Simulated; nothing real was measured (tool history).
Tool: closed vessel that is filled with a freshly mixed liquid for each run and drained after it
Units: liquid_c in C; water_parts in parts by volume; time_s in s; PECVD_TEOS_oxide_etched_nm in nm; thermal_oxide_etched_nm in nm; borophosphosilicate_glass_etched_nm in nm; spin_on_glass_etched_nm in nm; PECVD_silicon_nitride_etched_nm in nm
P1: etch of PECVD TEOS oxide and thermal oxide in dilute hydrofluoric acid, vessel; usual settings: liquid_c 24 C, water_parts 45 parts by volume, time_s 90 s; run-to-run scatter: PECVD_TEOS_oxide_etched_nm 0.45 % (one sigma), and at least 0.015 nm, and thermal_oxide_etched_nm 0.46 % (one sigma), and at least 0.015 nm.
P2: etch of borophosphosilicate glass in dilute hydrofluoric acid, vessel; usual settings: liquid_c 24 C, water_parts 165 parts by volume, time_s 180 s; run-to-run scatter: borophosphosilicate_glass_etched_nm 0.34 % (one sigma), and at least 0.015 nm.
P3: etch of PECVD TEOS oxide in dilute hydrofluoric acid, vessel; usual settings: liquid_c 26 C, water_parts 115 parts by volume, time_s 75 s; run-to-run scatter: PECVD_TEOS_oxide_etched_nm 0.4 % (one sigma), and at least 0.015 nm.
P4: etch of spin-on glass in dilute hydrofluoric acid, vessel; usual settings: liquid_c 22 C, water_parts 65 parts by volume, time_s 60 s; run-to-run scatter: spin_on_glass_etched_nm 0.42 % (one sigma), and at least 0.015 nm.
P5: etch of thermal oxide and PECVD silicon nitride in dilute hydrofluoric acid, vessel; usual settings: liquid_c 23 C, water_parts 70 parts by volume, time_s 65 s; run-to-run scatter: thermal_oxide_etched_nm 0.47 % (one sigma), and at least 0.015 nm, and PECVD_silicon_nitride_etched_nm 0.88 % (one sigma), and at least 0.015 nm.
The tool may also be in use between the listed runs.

run	day	process	liquid_c	water_parts	time_s	hours since the thermometer was replaced	hours since the hydrofluoric acid flow meter was replaced	PECVD_TEOS_oxide_etched_nm	thermal_oxide_etched_nm	borophosphosilicate_glass_etched_nm	spin_on_glass_etched_nm	PECVD_silicon_nitride_etched_nm
1	0.242	P1	24	45	90	1551.7	120.2	24.863	9.8453			
2	0.571	P1	31	45	155	1559.6	128.1	56.725	22.306			
3	0.767	P2	24	35	180	1564.3	132.8			182.37		
4	1.075	P2	24	165	360	1571.7	140.2			66.363		
5	1.412	P1	24	45	90	1579.8	148.3	24.712	9.767			
6	1.754	P1	24	45	90	1588	156.5	24.576	9.7552			
7	1.942	P1	24	45	30	1592.5	161	8.2512	3.2263			
8	2.238	P4	22	35	60	1599.6	168.1				48.451	
9	2.4	P1	24	25	90	1603.5	172	45.883	18.111			
10	2.592	P1	24	45	90	1608.1	176.6	24.665	9.7273			
11	2.825	P1	29	45	90	1613.7	182.2	30.196	11.96			
12	3.104	P5	17	70	65	1620.4	188.9		3.6797			1.6028
13	3.358	P5	23	70	65	1626.5	195		4.745			2.4943
14	3.604	P3	26	35	75	1632.4	200.9	27.225				
# day 3.692: thermometer replaced
15	3.9	P5	23	110	65	5.1	208		2.8922			1.5761
16	4.221	P2	24	165	180	12.8	215.7			33.206		
17	4.558	P4	22	65	60	20.9	223.8				25.239	
18	4.738	P1	24	70	90	25.2	228.1	15.294	6.0473			
19	5.046	P5	23	70	30	32.6	235.5		2.1653			1.1418
20	5.271	P3	26	115	75	38	240.9	7.41				
21	5.579	P3	21.5	115	75	45.4	248.3	6.2072				
22	5.796	P4	22	65	30	50.6	253.5				12.556	
23	6.092	P3	26	115	30	57.7	260.6	2.979				
24	6.433	P1	32	45	30	65.9	268.8	11.329	4.4954			
25	6.7	P2	19	165	180	72.3	275.2			27.2		
26	6.854	P2	24	165	180	76	278.9			33.046		
27	7.017	P1	20	45	45	79.9	282.8	10.458	4.107			
28	7.333	P1	24	45	155	87.5	290.4	42.62	16.912			
29	7.533	P1	17	45	90	92.3	295.2	18.437	7.2134			
30	7.75	P4	29.5	65	60	97.5	300.4				34.095	
31	7.992	P1	24	45	90	103.3	306.2	24.748	9.7405			
32	8.267	P1	24	45	90	109.9	312.8	23.71	9.3888			
33	8.496	P1	24	45	90	115.4	318.3	23.111	9.1616			
34	8.829	P1	24	45	90	123.4	326.3	22.842	8.8985			
35	9.054	P1	24	45	90	128.8	331.7	22.687	8.974			
36	9.292	P1	24	45	90	134.5	337.4	22.654	8.8823			
37	9.625	P1	24	45	90	142.5	345.4	22.401	8.8405			
38	9.9	P1	24	45	90	149.1	352	22.538	8.8603			

What P1 gives has crept away from where it was. These 2 causes fit the log equally well, each at the size given:
A: liquid colder than its thermometer reads (K) = 2.32
B: hydrofluoric acid flow below the setpoint (%) = 8.68
The creep began at about day 7.992.

4 check runs are offered, each on 3 wafers whose results are averaged, their results left as question marks. Which one tells the causes apart?
check 1	10.175	P3	26	50	75			?				
check 2	10.175	P5	23	105	65				?			?
check 3	10.175	P2	24	40	310					?		
check 4	10.175	P4	22	35	60						?	

What each check would give under each cause:
check	result	if A	if B
check 1	PECVD_TEOS_oxide_etched_nm	16.843	16.801
check 2	thermal_oxide_etched_nm	2.7605	2.7353
check 2	PECVD_silicon_nitride_etched_nm	1.392	1.4868
check 3	borophosphosilicate_glass_etched_nm	248.39	248.7
check 4	spin_on_glass_etched_nm	43.892	44.062
How far apart the two closest causes lie, in the result that separates them most: check 1 0.25 %; check 2 6.59 %; check 3 0.13 %; check 4 0.39 %
Check 2 tells the causes apart: in the others they would give nearly the same result.

Check 2 was then run and gave: thermal_oxide_etched_nm 2.7604 nm; PECVD_silicon_nitride_etched_nm 1.3953 nm. Which cause is it?

It is A: liquid colder than its thermometer reads (K).

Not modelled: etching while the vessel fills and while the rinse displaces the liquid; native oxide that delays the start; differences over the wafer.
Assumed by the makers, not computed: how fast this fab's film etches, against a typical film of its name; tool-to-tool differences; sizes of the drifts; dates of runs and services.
